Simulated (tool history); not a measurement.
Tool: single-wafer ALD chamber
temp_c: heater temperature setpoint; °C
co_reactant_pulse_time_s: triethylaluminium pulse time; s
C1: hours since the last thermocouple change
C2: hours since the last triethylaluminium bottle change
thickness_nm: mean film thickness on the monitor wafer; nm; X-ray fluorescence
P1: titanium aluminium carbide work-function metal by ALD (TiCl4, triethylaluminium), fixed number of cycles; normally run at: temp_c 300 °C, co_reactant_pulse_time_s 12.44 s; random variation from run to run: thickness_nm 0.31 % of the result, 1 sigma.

Run 1, day 0.504: temp_c 300 °C, co_reactant_pulse_time_s 12.44 s; C1 1626.6; C2 145.8. Result: thickness_nm 2.0208 nm.
Run 2, day 0.779: temp_c 276 °C, co_reactant_pulse_time_s 12.44 s; C1 1633.2; C2 152.4. Result: thickness_nm 1.8200 nm.
Run 3, day 1.242: temp_c 300 °C, co_reactant_pulse_time_s 18.68 s; C1 1644.3; C2 163.5. Result: thickness_nm 2.0520 nm.
Run 4, day 1.692: temp_c 300 °C, co_reactant_pulse_time_s 12.44 s; C1 1655.1; C2 174.3. Result: thickness_nm 2.0228 nm.
At day 1.733: thermocouple changed; heater temperature recalibrated.
Run 5, day 2.008: temp_c 315 °C, co_reactant_pulse_time_s 16.64 s; C1 6.6; C2 181.9. Result: thickness_nm 2.1803 nm.
Run 6, day 2.458: temp_c 300 °C, co_reactant_pulse_time_s 12.44 s; C1 17.4; C2 192.7. Result: thickness_nm 2.0181 nm.
Run 7, day 2.775: temp_c 300 °C, co_reactant_pulse_time_s 12.44 s; C1 25.0; C2 200.3. Result: thickness_nm 2.0292 nm.
Run 8, day 3.188: temp_c 300 °C, co_reactant_pulse_time_s 12.44 s; C1 34.9; C2 210.2. Result: thickness_nm 2.0151 nm.
Run 9, day 3.417: temp_c 313 °C, co_reactant_pulse_time_s 5.52 s; C1 40.4; C2 215.7. Result: thickness_nm 1.8519 nm.
Run 10, day 3.821: temp_c 300 °C, co_reactant_pulse_time_s 12.44 s; C1 50.1; C2 225.4. Result: thickness_nm 2.0227 nm.
Run 11, day 4.092: temp_c 284 °C, co_reactant_pulse_time_s 16.53 s; C1 56.6; C2 231.9. Result: thickness_nm 1.9084 nm.
Run 12, day 4.521: temp_c 300 °C, co_reactant_pulse_time_s 12.44 s; C1 66.9; C2 242.2. Result: thickness_nm 2.0242 nm.
Run 13, day 4.925: temp_c 325 °C, co_reactant_pulse_time_s 12.44 s; C1 76.6; C2 251.9. Result: thickness_nm 2.2518 nm.
Run 14, day 5.358: temp_c 300 °C, co_reactant_pulse_time_s 4.40 s; C1 87.0; C2 262.3. Result: thickness_nm 1.5970 nm.
Run 15, day 5.704: temp_c 300 °C, co_reactant_pulse_time_s 12.44 s; C1 95.3; C2 270.6. Result: thickness_nm 2.0222 nm.
Run 16, day 6.062: temp_c 300 °C, co_reactant_pulse_time_s 12.44 s; C1 103.9; C2 279.2. Result: thickness_nm 2.0162 nm.
Run 17, day 6.550: temp_c 300 °C, co_reactant_pulse_time_s 12.44 s; C1 115.6; C2 290.9. Result: thickness_nm 2.0122 nm.
Run 18, day 6.979: temp_c 300 °C, co_reactant_pulse_time_s 12.44 s; C1 125.9; C2 301.2. Result: thickness_nm 1.9992 nm.
Run 19, day 7.250: temp_c 300 °C, co_reactant_pulse_time_s 12.44 s; C1 132.4; C2 307.7. Result: thickness_nm 2.0008 nm.
Run 20, day 7.742: temp_c 300 °C, co_reactant_pulse_time_s 12.44 s; C1 144.2; C2 319.5. Result: thickness_nm 1.9925 nm.
Run 21, day 8.008: temp_c 300 °C, co_reactant_pulse_time_s 12.44 s; C1 150.6; C2 325.9. Result: thickness_nm 1.9974 nm.
Run 22, day 8.279: temp_c 300 °C, co_reactant_pulse_time_s 12.44 s; C1 157.1; C2 332.4. Result: thickness_nm 1.9990 nm.
Run 23, day 8.775: temp_c 300 °C, co_reactant_pulse_time_s 12.44 s; C1 169.0; C2 344.3. Result: thickness_nm 1.9927 nm.
Run 24, day 9.246: temp_c 300 °C, co_reactant_pulse_time_s 12.44 s; C1 180.3; C2 355.6. Result: thickness_nm 2.0008 nm.

What P1 gives has crept away from where it was. These 2 causes fit the log equally well, each at the size given:
A: wafer temperature below the value expected at the setpoint (K) = 3.67
B: triethylaluminium dose below that of a fresh bottle (%) = 17.8
The creep began at about day 5.704.

4 check runs are offered, one wafer each, their results left as question marks. Which one tells the causes apart?
Run check 1, day 9.717: temp_c 300 °C, co_reactant_pulse_time_s 5.55 s. Result: thickness_nm ?.
Run check 2, day 9.717: temp_c 277 °C, co_reactant_pulse_time_s 12.44 s. Result: thickness_nm ?.
Run check 3, day 9.717: temp_c 323 °C, co_reactant_pulse_time_s 12.44 s. Result: thickness_nm ?.
Run check 4, day 9.717: temp_c 279 °C, co_reactant_pulse_time_s 12.44 s. Result: thickness_nm ?.

What each check would give under each cause:
  check        result    if A    if B
check 1  thickness_nm  1.7225  1.6274
check 2  thickness_nm  1.7934  1.7958
check 3  thickness_nm  2.1965  2.1938
check 4  thickness_nm  1.8105  1.8128
How far apart the two closest causes lie, in the result that separates them most: check 1 5.68 %; check 2 0.14 %; check 3 0.12 %; check 4 0.12 %
Check 1 tells the causes apart: in the others they would give nearly the same result.

Check 1 was then run and gave: thickness_nm 1.7200 nm. Which cause is it?

It is A: wafer temperature below the value expected at the setpoint (K).

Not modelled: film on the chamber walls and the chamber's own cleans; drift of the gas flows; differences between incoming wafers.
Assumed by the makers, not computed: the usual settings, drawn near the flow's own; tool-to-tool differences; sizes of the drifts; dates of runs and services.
